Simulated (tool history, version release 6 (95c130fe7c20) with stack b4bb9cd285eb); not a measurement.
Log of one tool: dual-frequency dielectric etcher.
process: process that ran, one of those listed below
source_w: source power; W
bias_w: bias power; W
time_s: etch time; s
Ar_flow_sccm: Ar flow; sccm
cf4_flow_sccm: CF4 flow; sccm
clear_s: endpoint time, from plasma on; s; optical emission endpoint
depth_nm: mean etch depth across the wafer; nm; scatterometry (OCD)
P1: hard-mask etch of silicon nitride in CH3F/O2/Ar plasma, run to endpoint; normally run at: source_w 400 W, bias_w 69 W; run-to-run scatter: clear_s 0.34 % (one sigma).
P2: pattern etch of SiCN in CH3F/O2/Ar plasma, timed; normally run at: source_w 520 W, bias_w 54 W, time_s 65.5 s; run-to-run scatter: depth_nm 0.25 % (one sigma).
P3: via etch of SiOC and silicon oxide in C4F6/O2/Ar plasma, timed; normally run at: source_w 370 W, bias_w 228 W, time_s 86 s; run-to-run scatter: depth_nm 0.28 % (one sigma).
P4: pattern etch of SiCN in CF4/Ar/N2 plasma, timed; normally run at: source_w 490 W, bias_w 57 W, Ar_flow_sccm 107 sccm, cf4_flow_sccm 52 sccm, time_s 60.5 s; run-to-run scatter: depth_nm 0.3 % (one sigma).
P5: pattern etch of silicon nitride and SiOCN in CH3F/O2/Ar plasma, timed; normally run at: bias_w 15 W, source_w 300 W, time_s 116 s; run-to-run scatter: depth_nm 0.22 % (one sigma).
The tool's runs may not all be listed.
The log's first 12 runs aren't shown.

run,hour,process,source_w,bias_w,time_s,Ar_flow_sccm,cf4_flow_sccm,hours since the last wet clean,hours since the last source power generator calibration,hours since the last bias power generator calibration,clear_s,depth_nm
13,129,P3,370,228,47.5,,,450.2,2141.5,2419.5,,57.177
14,134.8,P5,300,9,116,,,456,2147.3,2425.3,,9.8895
15,146.2,P4,490,57,60.5,107,68,467.4,2158.7,2436.7,,50.077
16,157.7,P1,400,43,,,,478.9,2170.2,2448.2,97.152,
17,168.9,P4,490,80,60.5,107,52,490.1,2181.4,2459.4,,54.197
18,177.3,P2,310,54,65.5,,,498.5,2189.8,2467.8,,20.086
19,183.4,P5,370,15,116,,,504.6,2195.9,2473.9,,12.987
20,195.2,P1,400,83,,,,516.4,2207.7,2485.7,78.238,

Forecast run 21:
21,207.5,P1,400,69,,,,528.7,2220,2498,?,

clear_s: 83.672 s
